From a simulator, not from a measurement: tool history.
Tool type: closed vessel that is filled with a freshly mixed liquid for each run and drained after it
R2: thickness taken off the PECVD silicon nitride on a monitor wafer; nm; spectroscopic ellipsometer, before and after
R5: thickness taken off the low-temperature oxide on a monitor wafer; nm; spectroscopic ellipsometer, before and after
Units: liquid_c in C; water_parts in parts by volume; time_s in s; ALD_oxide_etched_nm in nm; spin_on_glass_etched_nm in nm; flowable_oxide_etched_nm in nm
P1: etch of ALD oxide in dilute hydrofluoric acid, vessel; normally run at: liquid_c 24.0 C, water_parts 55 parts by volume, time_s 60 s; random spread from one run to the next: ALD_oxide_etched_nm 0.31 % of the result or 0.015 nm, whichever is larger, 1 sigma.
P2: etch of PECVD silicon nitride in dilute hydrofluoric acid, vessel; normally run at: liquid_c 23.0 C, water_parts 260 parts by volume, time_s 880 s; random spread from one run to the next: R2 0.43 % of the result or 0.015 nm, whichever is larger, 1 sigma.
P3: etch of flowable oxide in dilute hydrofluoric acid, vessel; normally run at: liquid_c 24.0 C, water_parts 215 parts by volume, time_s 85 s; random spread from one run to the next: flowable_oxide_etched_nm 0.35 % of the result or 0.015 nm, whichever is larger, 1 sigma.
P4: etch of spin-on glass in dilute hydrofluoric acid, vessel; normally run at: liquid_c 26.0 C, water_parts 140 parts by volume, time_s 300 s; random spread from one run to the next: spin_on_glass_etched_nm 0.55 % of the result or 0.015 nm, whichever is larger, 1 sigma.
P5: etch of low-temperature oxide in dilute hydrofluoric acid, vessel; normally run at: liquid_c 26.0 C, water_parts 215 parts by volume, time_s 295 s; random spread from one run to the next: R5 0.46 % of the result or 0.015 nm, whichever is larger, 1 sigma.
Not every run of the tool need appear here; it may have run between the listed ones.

run 1 hour=7.4 | process=P1 liquid_c=24.0 water_parts=55 time_s=60 | ALD_oxide_etched_nm=38.147
run 2 hour=14.4 | process=P2 liquid_c=23.0 water_parts=260 time_s=880 | R2=6.4287
run 3 hour=22.9 | process=P1 liquid_c=24.0 water_parts=55 time_s=90 | ALD_oxide_etched_nm=57.487
run 4 hour=30.8 | process=P1 liquid_c=24.0 water_parts=90 time_s=30 | ALD_oxide_etched_nm=11.158
run 5 hour=39.8 | process=P2 liquid_c=23.0 water_parts=260 time_s=1405 | R2=10.2510
run 6 hour=49.3 | process=P4 liquid_c=26.0 water_parts=140 time_s=300 | spin_on_glass_etched_nm=49.9460
run 7 hour=58.4 | process=P3 liquid_c=24.0 water_parts=215 time_s=85 | flowable_oxide_etched_nm=23.7790
run 8 hour=67.9 | process=P1 liquid_c=24.0 water_parts=55 time_s=60 | ALD_oxide_etched_nm=38.334
run 9 hour=76.7 | process=P4 liquid_c=26.0 water_parts=250 time_s=300 | spin_on_glass_etched_nm=24.7210
run 10 hour=85.4 | process=P2 liquid_c=17.0 water_parts=260 time_s=880 | R2=4.3255
run 11 hour=92.2 | process=P1 liquid_c=20.5 water_parts=55 time_s=60 | ALD_oxide_etched_nm=32.897
run 12 hour=99.0 | process=P5 liquid_c=33.5 water_parts=215 time_s=295 | R5=17.702
run 13 hour=108.3 | process=P1 liquid_c=24.0 water_parts=55 time_s=30 | ALD_oxide_etched_nm=19.182
run 14 hour=118.4 | process=P3 liquid_c=24.0 water_parts=215 time_s=35 | flowable_oxide_etched_nm=9.6889
run 15 hour=129.9 | process=P1 liquid_c=24.0 water_parts=55 time_s=60 | ALD_oxide_etched_nm=38.249
run 16 hour=139.9 | process=P2 liquid_c=23.0 water_parts=465 time_s=880 | R2=3.6054
run 17 hour=147.1 | process=P4 liquid_c=19.0 water_parts=140 time_s=300 | spin_on_glass_etched_nm=37.7870
run 18 hour=156.6 | process=P4 liquid_c=26.0 water_parts=140 time_s=50 | spin_on_glass_etched_nm=8.4241
run 19 hour=162.8 | process=P2 liquid_c=23.0 water_parts=260 time_s=880 | R2=6.4716
run 20 hour=169.1 | process=P5 liquid_c=26.0 water_parts=215 time_s=500 | R5=23.324
run 21 hour=176.7 | process=P1 liquid_c=28.5 water_parts=55 time_s=60 | ALD_oxide_etched_nm=45.765
run 22 hour=182.2 | process=P5 liquid_c=26.0 water_parts=215 time_s=295 | R5=13.579
run 23 hour=189.6 | process=P5 liquid_c=26.0 water_parts=40 time_s=295 | R5=91.415
run 24 hour=197.4 | process=P1 liquid_c=24.0 water_parts=30 time_s=60 | ALD_oxide_etched_nm=72.527
run 25 hour=203.1 | process=P3 liquid_c=31.0 water_parts=215 time_s=85 | flowable_oxide_etched_nm=30.3790
run 26 hour=210.1 | process=P1 liquid_c=24.0 water_parts=85 time_s=60 | ALD_oxide_etched_nm=23.904
run 27 hour=217.3 | process=P1 liquid_c=24.0 water_parts=55 time_s=60 | ALD_oxide_etched_nm=38.257
run 28 hour=228.5 | process=P3 liquid_c=24.0 water_parts=70 time_s=85 | flowable_oxide_etched_nm=86.5550
run 29 hour=239.3 | process=P1 liquid_c=24.0 water_parts=55 time_s=60 | ALD_oxide_etched_nm=38.058
run 30 hour=244.8 | process=P3 liquid_c=24.0 water_parts=215 time_s=85 | flowable_oxide_etched_nm=23.7620
run 31 hour=252.0 | process=P5 liquid_c=26.0 water_parts=215 time_s=295 | R5=13.848
run 32 hour=262.7 | process=P1 liquid_c=24.0 water_parts=55 time_s=60 | ALD_oxide_etched_nm=38.249

Estimate the outcome of run 33 from the log above:
run 33 hour=269.2 | process=P1 liquid_c=24.0 water_parts=55 time_s=60 | ALD_oxide_etched_nm=?

{"run 33": {"ALD_oxide_etched_nm": 39.005}}

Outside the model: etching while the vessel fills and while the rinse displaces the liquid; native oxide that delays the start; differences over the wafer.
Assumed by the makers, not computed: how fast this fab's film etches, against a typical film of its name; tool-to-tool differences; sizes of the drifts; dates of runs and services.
